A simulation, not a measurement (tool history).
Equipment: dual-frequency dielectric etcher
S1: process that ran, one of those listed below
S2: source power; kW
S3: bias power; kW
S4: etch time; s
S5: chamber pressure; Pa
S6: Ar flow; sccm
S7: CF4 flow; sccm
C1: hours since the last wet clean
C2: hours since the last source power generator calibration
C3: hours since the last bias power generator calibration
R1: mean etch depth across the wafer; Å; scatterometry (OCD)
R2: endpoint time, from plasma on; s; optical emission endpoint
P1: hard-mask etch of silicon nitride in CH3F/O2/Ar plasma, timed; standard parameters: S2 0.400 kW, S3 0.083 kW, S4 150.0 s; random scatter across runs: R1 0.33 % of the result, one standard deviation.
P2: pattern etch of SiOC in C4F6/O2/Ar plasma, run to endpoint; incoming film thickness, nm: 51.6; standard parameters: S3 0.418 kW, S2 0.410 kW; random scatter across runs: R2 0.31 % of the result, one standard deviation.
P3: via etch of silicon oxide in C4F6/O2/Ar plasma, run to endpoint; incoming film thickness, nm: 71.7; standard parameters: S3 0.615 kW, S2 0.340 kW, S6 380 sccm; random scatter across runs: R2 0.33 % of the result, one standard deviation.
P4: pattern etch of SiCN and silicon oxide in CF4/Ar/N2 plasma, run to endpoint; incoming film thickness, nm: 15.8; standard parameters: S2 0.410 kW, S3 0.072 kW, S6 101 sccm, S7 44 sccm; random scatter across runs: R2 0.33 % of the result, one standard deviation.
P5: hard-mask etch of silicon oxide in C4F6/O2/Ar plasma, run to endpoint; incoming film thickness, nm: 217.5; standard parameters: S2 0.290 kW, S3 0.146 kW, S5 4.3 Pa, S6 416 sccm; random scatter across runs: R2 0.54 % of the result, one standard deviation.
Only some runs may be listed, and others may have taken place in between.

run     day  S1     S2     S3     S4   S5   S6  S7     C1      C2      C3       R1       R2
  1   0.358  P1  0.400  0.083  150.0                 83.9   961.3  1121.8  1104.50
  2   0.633  P5  0.290  0.146         4.3  416       90.5   967.9  1128.4            86.276
  3   0.975  P4  0.410  0.072              101  44   98.7   976.1  1136.6            21.724
  4   1.371  P1  0.400  0.051  186.0                108.2   985.6  1146.1  1159.50
  5   1.858  P1  0.400  0.083  150.0                119.9   997.3  1157.8  1100.50
  6   2.167  P4  0.410  0.072               72  44  127.3  1004.7  1165.2            20.507
  7   2.438  P2  0.410  0.418                       133.8  1011.2  1171.7            18.555
  8   2.867  P4  0.300  0.072              101  44  144.1  1021.5  1182.0            28.409
  9   3.304  P2  0.570  0.418                       154.6  1032.0  1192.5            16.466
 10   3.617  P4  0.410  0.072              101  44  162.1  1039.5  1200.0            21.582
 11   3.958  P3  0.340  0.800              380      170.3  1047.7  1208.2            14.509
 12   4.446  P3  0.340  0.615              380      182.0  1059.4  1219.9            16.147
 13   4.892  P5  0.170  0.146         4.3  416      192.7  1070.1  1230.6           106.640
 14   5.271  P1  0.400  0.083  208.5                201.8  1079.2  1239.7  1531.10
 15   5.771  P5  0.290  0.146         4.3  416      213.8  1091.2  1251.7            87.300
 16   6.154  P1  0.310  0.083  150.0                223.0  1100.4  1260.9   996.96
 17   6.621  P1  0.400  0.117  150.0                234.2  1111.6  1272.1  1243.30
 18   6.983  P1  0.400  0.083   89.5                242.9  1120.3  1280.8   652.11
 19   7.408  P4  0.410  0.091              101  44  253.1  1130.5  1291.0            19.868
 20   7.825  P1  0.470  0.056  150.0                263.1  1140.5  1301.0  1021.70
 21   8.258  P1  0.510  0.083  150.0                273.5  1150.9  1311.4  1203.60
 22   8.692  P2  0.410  0.268                       283.9  1161.3  1321.8            21.704
 23   9.246  P5  0.290  0.198         4.3  416      297.2  1174.6  1335.1            78.248
 24   9.554  P3  0.340  0.615              487      304.6  1182.0  1342.5            16.637
 25   9.962  P1  0.400  0.058  150.0                314.4  1191.8  1352.3   965.68
 26  10.333  P5  0.290  0.146         6.0  416      323.3  1200.7  1361.2            89.390
 27  10.829  P5  0.290  0.146         4.3  271      335.2  1212.6  1373.1            82.248
 28  11.300  P4  0.410  0.072              101  26  346.5  1223.9  1384.4            23.589
 29  11.638  P1  0.400  0.083  150.0                354.6  1232.0  1392.5  1099.10
 30  12.042  P1  0.400  0.083  150.0                364.3  1241.7  1402.2  1097.60
     12.046  -- source power generator calibrated
 31  12.288  P1  0.400  0.083  150.0                370.2     5.8  1408.1  1090.10
 32  12.646  P2  0.410  0.418                       378.8    14.4  1416.7            18.595
 33  13.012  P3  0.230  0.615              380      387.6    23.2  1425.5            18.608
 34  13.471  P1  0.400  0.083  150.0                398.6    34.2  1436.5  1093.60
 35  13.842  P1  0.400  0.083  150.0                407.5    43.1  1445.4  1091.70
 36  14.238  P1  0.400  0.083  150.0                417.0    52.6  1454.9  1083.40
 37  14.604  P1  0.400  0.083  150.0                425.8    61.4  1463.7  1088.40
 38  15.000  P1  0.400  0.083  150.0                435.3    70.9  1473.2  1085.40
     15.138  -- wet clean of the chamber
 39  15.296  P1  0.400  0.083  150.0                  3.8    78.0  1480.3  1085.30

Run 40, settings as shown, results not yet in. Your forecast:
 40  15.629  P1  0.400  0.083  150.0              11.8  86.0  1488.3   ?

R1: 1082.10 Å
